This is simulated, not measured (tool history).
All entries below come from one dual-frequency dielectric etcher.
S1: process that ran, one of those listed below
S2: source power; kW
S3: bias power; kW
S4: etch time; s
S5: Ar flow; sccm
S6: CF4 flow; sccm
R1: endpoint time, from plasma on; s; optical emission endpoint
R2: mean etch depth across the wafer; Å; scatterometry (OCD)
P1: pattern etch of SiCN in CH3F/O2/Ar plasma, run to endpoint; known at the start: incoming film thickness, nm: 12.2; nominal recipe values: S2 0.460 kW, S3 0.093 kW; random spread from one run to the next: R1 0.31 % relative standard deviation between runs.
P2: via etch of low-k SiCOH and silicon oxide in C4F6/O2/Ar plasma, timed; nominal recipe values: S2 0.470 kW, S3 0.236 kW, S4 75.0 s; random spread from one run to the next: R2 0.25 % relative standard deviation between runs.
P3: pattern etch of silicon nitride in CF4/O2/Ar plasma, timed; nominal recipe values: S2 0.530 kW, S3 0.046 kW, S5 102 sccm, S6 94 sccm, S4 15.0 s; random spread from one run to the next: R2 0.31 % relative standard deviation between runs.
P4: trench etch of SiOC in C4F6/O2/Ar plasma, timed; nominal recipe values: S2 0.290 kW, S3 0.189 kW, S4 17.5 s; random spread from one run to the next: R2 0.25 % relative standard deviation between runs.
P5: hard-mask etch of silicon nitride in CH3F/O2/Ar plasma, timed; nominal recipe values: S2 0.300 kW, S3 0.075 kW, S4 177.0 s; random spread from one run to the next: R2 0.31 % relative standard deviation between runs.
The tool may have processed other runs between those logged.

run	hour	S1	S2	S3	S4	S5	S6	R1	R2
1	5.9	P1	0.460	0.093				28.629	
2	9.4	P1	0.360	0.093				31.435	
3	13.1	P1	0.460	0.076				30.864	
4	16.7	P1	0.320	0.071				36.208	
5	22.4	P1	0.460	0.093				28.609	
6	25.9	P4	0.360	0.189	17.5				350.27
7	28.7	P1	0.460	0.093				28.699	
8	34.4	P4	0.290	0.189	17.5				322.10
9	39.0	P3	0.530	0.046	15.0	102	94		288.61
10	44.0	P2	0.470	0.236	110.0				3573.80
11	47.6	P1	0.460	0.093				28.706	
12	52.6	P3	0.530	0.046	21.5	102	94		411.84
13	58.5	P1	0.350	0.119				28.792	
14	62.9	P3	0.530	0.046	15.0	59	94		308.19
15	66.4	P2	0.630	0.236	75.0				2723.10
16	69.5	P1	0.460	0.093				28.731	
17	75.3	P2	0.470	0.236	75.0				2424.90
18	79.3	P1	0.460	0.093				28.799	
19	82.3	P4	0.290	0.189	17.5				321.02
20	85.7	P5	0.420	0.075	177.0				1280.80
21	91.8	P2	0.470	0.236	75.0				2429.10
22	96.9	P1	0.570	0.093				26.340	
23	99.8	P5	0.300	0.075	177.0				1133.00
24	105.2	P4	0.290	0.225	17.5				339.51
25	109.8	P5	0.300	0.101	177.0				1263.50
26	115.2	P3	0.530	0.046	15.0	102	94		289.93
27	120.4	P3	0.530	0.046	15.0	102	119		298.39
28	125.8	P1	0.460	0.093				28.671	
29	131.7	P1	0.460	0.129				25.385	
30	137.2	P5	0.300	0.075	134.0				859.82
31	140.4	P4	0.290	0.189	25.0				459.10
32	143.8	P3	0.370	0.046	15.0	102	94		209.82
33	146.8	P2	0.470	0.146	75.0				2087.30
34	152.0	P3	0.530	0.036	15.0	102	94		263.86
35	156.5	P1	0.460	0.093				28.550	
36	161.0	P1	0.460	0.093				28.604	
37	165.1	P1	0.460	0.093				28.375	
38	169.0	P1	0.460	0.093				28.105	
39	174.5	P1	0.460	0.093				28.226	
40	179.8	P1	0.460	0.093				28.163	
41	183.0	P1	0.460	0.093				28.035	
# hour 186.0: wet clean of the chamber
42	187.8	P1	0.460	0.093				28.304	
43	191.9	P1	0.460	0.093				28.073	
44	197.5	P1	0.460	0.093				28.085	
45	200.2	P1	0.460	0.093				28.118	

P1 no longer gives what it gave before; its output has crept away from where it was. The following 2 causes, each at its listed size, fit the log equally well:
A: bias power that arrives over what is set, % = 4.87
B: source power that arrives over what is set, % = 4.85
The gradual shift began around hour 156.5.
Excluded causes, each with its reason:
chamber walls in a state that raises the etch rate, %: serviced at hour 186.0, after the drift had started, without restoring the earlier output

4 check runs are offered, one wafer each, their results left as question marks. Which one tells the causes apart?
check 1	202.9	P4	0.350	0.189	25.0				?
check 2	202.9	P2	0.470	0.162	100.0				?
check 3	202.9	P3	0.420	0.046	21.5	102	94		?
check 4	202.9	P5	0.410	0.091	177.0				?

If the cause were each of the candidates in turn, the checks would give the following:
check	result	if A	if B
check 1	R2	501.30	502.75
check 2	R2	2917.40	2929.30
check 3	R2	343.59	351.68
check 4	R2	1389.70	1390.40
Minimum pairwise separation of causes per check, each pair taken at its best-separating result: check 1 0.29 %; check 2 0.41 %; check 3 2.33 %; check 4 0.05 %
The other checks would show nearly matching results whichever cause is true, so check 3 is the only one that separates the causes.

With check 3 done, the readings were: R2 350.36 Å. Identify which of the listed causes applies.

It was cause B: source power that arrives over what is set, %.

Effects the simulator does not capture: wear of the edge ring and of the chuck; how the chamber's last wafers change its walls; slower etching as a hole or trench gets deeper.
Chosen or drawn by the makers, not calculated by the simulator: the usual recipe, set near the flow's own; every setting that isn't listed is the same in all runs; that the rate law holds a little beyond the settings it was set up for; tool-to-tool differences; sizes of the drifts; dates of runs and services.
